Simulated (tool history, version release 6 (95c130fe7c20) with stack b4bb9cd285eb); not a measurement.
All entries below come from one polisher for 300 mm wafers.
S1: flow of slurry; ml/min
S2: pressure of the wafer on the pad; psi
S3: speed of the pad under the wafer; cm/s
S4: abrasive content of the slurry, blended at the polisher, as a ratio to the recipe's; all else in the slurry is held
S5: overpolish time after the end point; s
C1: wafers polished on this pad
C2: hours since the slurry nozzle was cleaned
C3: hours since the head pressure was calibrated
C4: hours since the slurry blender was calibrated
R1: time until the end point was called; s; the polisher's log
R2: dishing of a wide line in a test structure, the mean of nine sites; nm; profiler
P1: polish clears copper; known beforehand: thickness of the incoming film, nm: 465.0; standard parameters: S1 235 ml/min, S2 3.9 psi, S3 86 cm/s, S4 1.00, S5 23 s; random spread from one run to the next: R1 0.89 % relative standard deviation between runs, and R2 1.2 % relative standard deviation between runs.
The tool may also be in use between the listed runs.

run,hour,S1,S2,S3,S4,S5,C1,C2,C3,C4,R1,R2
1,9.3,235,3.9,86,1.00,23,206,183.9,514.5,59.7,152.790,31.848
2,16.7,235,3.9,86,0.70,8,274,191.3,521.9,67.1,166.500,14.818
3,25.4,235,3.9,86,0.55,23,354,200.0,530.6,75.8,174.670,29.118
4,30.4,235,3.9,86,1.20,23,400,205.0,535.6,80.8,145.850,30.659
5,35.6,235,3.9,134,1.00,23,448,210.2,540.8,86.0,96.386,36.388
# hour 37.0: worn pad replaced by a new one
6,43.0,155,3.9,86,1.00,34,55,217.6,548.2,93.4,164.590,34.977
7,49.2,235,3.9,86,1.00,23,112,223.8,554.4,99.6,156.250,31.110
8,59.9,235,3.0,86,0.80,23,211,234.5,565.1,110.3,210.610,25.719
9,69.6,310,3.9,86,1.00,23,301,244.2,574.8,120.0,149.810,30.552
10,80.1,235,3.9,86,1.00,11,397,254.7,585.3,130.5,153.370,20.046
11,85.5,235,3.9,86,1.00,23,447,260.1,590.7,135.9,154.810,31.087
12,90.9,235,3.9,86,1.00,39,497,265.5,596.1,141.3,154.290,37.174
13,99.6,235,2.6,86,1.00,23,577,274.2,604.8,150.0,230.420,23.974
14,106.6,235,3.9,86,1.00,23,642,281.2,611.8,157.0,154.800,31.175

Run 15 is up next; what results do you expect?
15,111.7,235,3.9,46,1.00,23,689,286.3,616.9,162.1,?,?

{"run 15": {"R1": 294.95, "R2": 21.721}}

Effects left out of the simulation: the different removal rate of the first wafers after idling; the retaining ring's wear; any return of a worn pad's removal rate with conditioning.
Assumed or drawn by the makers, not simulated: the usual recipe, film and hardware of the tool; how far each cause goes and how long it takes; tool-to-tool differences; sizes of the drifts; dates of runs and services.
